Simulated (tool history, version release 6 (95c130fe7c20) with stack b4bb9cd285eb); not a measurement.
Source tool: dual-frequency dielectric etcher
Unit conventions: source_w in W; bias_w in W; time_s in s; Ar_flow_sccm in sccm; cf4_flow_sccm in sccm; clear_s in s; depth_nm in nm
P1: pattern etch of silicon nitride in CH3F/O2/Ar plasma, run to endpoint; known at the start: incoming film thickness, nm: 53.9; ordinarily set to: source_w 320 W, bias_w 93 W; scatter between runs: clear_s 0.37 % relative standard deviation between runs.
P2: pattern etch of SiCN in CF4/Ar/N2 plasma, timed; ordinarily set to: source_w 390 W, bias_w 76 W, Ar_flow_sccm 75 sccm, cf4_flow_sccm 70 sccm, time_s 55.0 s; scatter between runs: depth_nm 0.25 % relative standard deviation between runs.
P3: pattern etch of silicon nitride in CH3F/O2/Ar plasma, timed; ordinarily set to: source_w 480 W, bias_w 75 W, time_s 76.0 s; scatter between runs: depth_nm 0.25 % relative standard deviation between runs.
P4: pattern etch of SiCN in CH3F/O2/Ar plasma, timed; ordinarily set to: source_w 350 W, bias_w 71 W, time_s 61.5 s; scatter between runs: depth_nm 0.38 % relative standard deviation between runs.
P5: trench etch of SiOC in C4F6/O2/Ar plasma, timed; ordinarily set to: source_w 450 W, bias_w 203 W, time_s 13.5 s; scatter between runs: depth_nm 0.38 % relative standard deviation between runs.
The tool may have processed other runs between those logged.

| run | hour | process | source_w | bias_w | time_s | Ar_flow_sccm | cf4_flow_sccm | hours since the last wet clean | hours since the last source power generator calibration | hours since the last bias power generator calibration | clear_s | depth_nm |
|---|---|---|---|---|---|---|---|---|---|---|---|---|
| 1 | 2.7 | P1 | 320 | 93 |  |  |  | 212.1 | 1835.0 | 783.7 | 78.472 |  |
| 2 | 6.3 | P5 | 280 | 203 | 13.5 |  |  | 215.7 | 1838.6 | 787.3 |  | 25.791 |
| 3 | 8.4 | P3 | 480 | 75 | 76.0 |  |  | 217.8 | 1840.7 | 789.4 |  | 58.923 |
| 4 | 11.5 | P2 | 390 | 76 | 55.0 | 96 | 70 | 220.9 | 1843.8 | 792.5 |  | 42.398 |
| 5 | 15.5 | P2 | 390 | 59 | 55.0 | 75 | 70 | 224.9 | 1847.8 | 796.5 |  | 40.485 |
| 6 | 18.0 | P1 | 320 | 93 |  |  |  | 227.4 | 1850.3 | 799.0 | 78.728 |  |
| 7 | 20.0 | P4 | 350 | 51 | 61.5 |  |  | 229.4 | 1852.3 | 801.0 |  | 19.170 |
| 8 | 24.0 | P1 | 320 | 93 |  |  |  | 233.4 | 1856.3 | 805.0 | 77.940 |  |
| 9 | 27.6 | P3 | 480 | 75 | 76.0 |  |  | 237.0 | 1859.9 | 808.6 |  | 59.015 |
| 10 | 31.9 | P1 | 320 | 71 |  |  |  | 241.3 | 1864.2 | 812.9 | 86.180 |  |
| 11 | 34.8 | P1 | 410 | 93 |  |  |  | 244.2 | 1867.1 | 815.8 | 71.362 |  |
| 12 | 37.2 | P4 | 350 | 71 | 61.5 |  |  | 246.6 | 1869.5 | 818.2 |  | 21.386 |
| 13 | 39.7 | P1 | 320 | 93 |  |  |  | 249.1 | 1872.0 | 820.7 | 78.418 |  |
| 14 | 43.8 | P1 | 200 | 93 |  |  |  | 253.2 | 1876.1 | 824.8 | 93.591 |  |
| 15 | 47.5 | P2 | 390 | 76 | 55.0 | 75 | 46 | 256.9 | 1879.8 | 828.5 |  | 41.367 |
| 16 | 50.3 | P2 | 390 | 76 | 72.5 | 75 | 70 | 259.7 | 1882.6 | 831.3 |  | 57.925 |
| 17 | 54.8 | P1 | 320 | 93 |  |  |  | 264.2 | 1887.1 | 835.8 | 78.194 |  |
| 18 | 59.2 | P3 | 480 | 50 | 76.0 |  |  | 268.6 | 1891.5 | 840.2 |  | 51.783 |
| 19 | 61.6 | P4 | 350 | 71 | 87.5 |  |  | 271.0 | 1893.9 | 842.6 |  | 30.642 |
| 20 | 65.0 | P1 | 320 | 93 |  |  |  | 274.4 | 1897.3 | 846.0 | 78.634 |  |
| 21 | 67.3 | P5 | 450 | 203 | 13.5 |  |  | 276.7 | 1899.6 | 848.3 |  | 30.803 |
| 22 | 70.3 | P3 | 480 | 75 | 57.0 |  |  | 279.7 | 1902.6 | 851.3 |  | 44.169 |
| 23 | 72.5 | P4 | 460 | 71 | 61.5 |  |  | 281.9 | 1904.8 | 853.5 |  | 23.751 |
| 24 | 75.6 | P1 | 320 | 115 |  |  |  | 285.0 | 1907.9 | 856.6 | 71.884 |  |
| 25 | 79.5 | P1 | 440 | 61 |  |  |  | 288.9 | 1911.8 | 860.5 | 80.231 |  |
| 26 | 83.9 | P2 | 390 | 76 | 55.0 | 75 | 70 | 293.3 | 1916.2 | 864.9 |  | 44.044 |
| 27 | 87.1 | P5 | 450 | 285 | 13.5 |  |  | 296.5 | 1919.4 | 868.1 |  | 34.673 |
| 28 | 91.6 | P5 | 450 | 203 | 16.5 |  |  | 301.0 | 1923.9 | 872.6 |  | 37.643 |
| 29 | 96.0 | P3 | 660 | 75 | 76.0 |  |  | 305.4 | 1928.3 | 877.0 |  | 66.628 |
| 30 | 98.4 | P1 | 240 | 69 |  |  |  | 307.8 | 1930.7 | 879.4 | 97.597 |  |
| 31 | 102.8 | P2 | 240 | 76 | 55.0 | 75 | 70 | 312.2 | 1935.1 | 883.8 |  | 28.675 |
| 32 | 105.1 | P1 | 320 | 93 |  |  |  | 314.5 | 1937.4 | 886.1 | 77.785 |  |
| 33 | 108.8 | P1 | 320 | 93 |  |  |  | 318.2 | 1941.1 | 889.8 | 78.483 |  |
| 34 | 112.0 | P1 | 320 | 93 |  |  |  | 321.4 | 1944.3 | 893.0 | 79.343 |  |
| 35 | 115.4 | P1 | 320 | 93 |  |  |  | 324.8 | 1947.7 | 896.4 | 79.566 |  |
| 36 | 118.5 | P1 | 320 | 93 |  |  |  | 327.9 | 1950.8 | 899.5 | 79.615 |  |
|  | 119.8 | wet clean of the chamber |
| 37 | 121.9 | P1 | 320 | 93 |  |  |  | 2.2 | 1954.2 | 902.9 | 79.844 |  |
| 38 | 124.4 | P1 | 320 | 93 |  |  |  | 4.7 | 1956.7 | 905.4 | 79.326 |  |
| 39 | 128.2 | P1 | 320 | 93 |  |  |  | 8.5 | 1960.5 | 909.2 | 79.424 |  |
| 40 | 130.7 | P1 | 320 | 93 |  |  |  | 11.0 | 1963.0 | 911.7 | 80.318 |  |
| 41 | 135.2 | P1 | 320 | 93 |  |  |  | 15.5 | 1967.5 | 916.2 | 79.435 |  |
| 42 | 138.7 | P1 | 320 | 93 |  |  |  | 19.0 | 1971.0 | 919.7 | 79.697 |  |

Compared with where it was, what P1 gives has crept away. Each cause listed below fits the log as well as the rest, at the size given for it:
A: bias power that arrives under what is set, % = 4.95
B: source power that arrives under what is set, % = 4.87
The process output started creeping at around hour 105.1.
The rest of the possible causes, and what rules out each one:
chamber walls in a state that lowers the etch rate, %: serviced at hour 119.8, which brought nothing back

Of the 4 check runs listed below, each run on one wafer and each result written as a question mark, which would let you distinguish the listed causes because they would give clearly different results?
| check 1 | 142.2 | P5 | 450 | 203 | 13.5 |  |  |  |  |  |  | ? |
| check 2 | 142.2 | P4 | 350 | 71 | 61.5 |  |  |  |  |  |  | ? |
| check 3 | 142.2 | P2 | 390 | 76 | 55.0 | 75 | 70 |  |  |  |  | ? |
| check 4 | 142.2 | P3 | 480 | 75 | 76.0 |  |  |  |  |  |  | ? |

Predicted outcomes, by check and by cause:
| check | result | if A | if B |
|---|---|---|---|
| check 1 | depth_nm | 30.365 | 30.272 |
| check 2 | depth_nm | 21.107 | 21.091 |
| check 3 | depth_nm | 43.143 | 42.003 |
| check 4 | depth_nm | 57.956 | 57.855 |
How far apart the two closest causes lie, in the result that separates them most: check 1 0.31 %; check 2 0.07 %; check 3 2.68 %; check 4 0.17 %
Check 3 is the one run that separates the causes; every other check would come out nearly the same whichever cause is at work.

After running check 3, the following was obtained: depth_nm 42.129 nm. Which cause does this point to?

The correct cause is B, namely: source power that arrives under what is set, %.
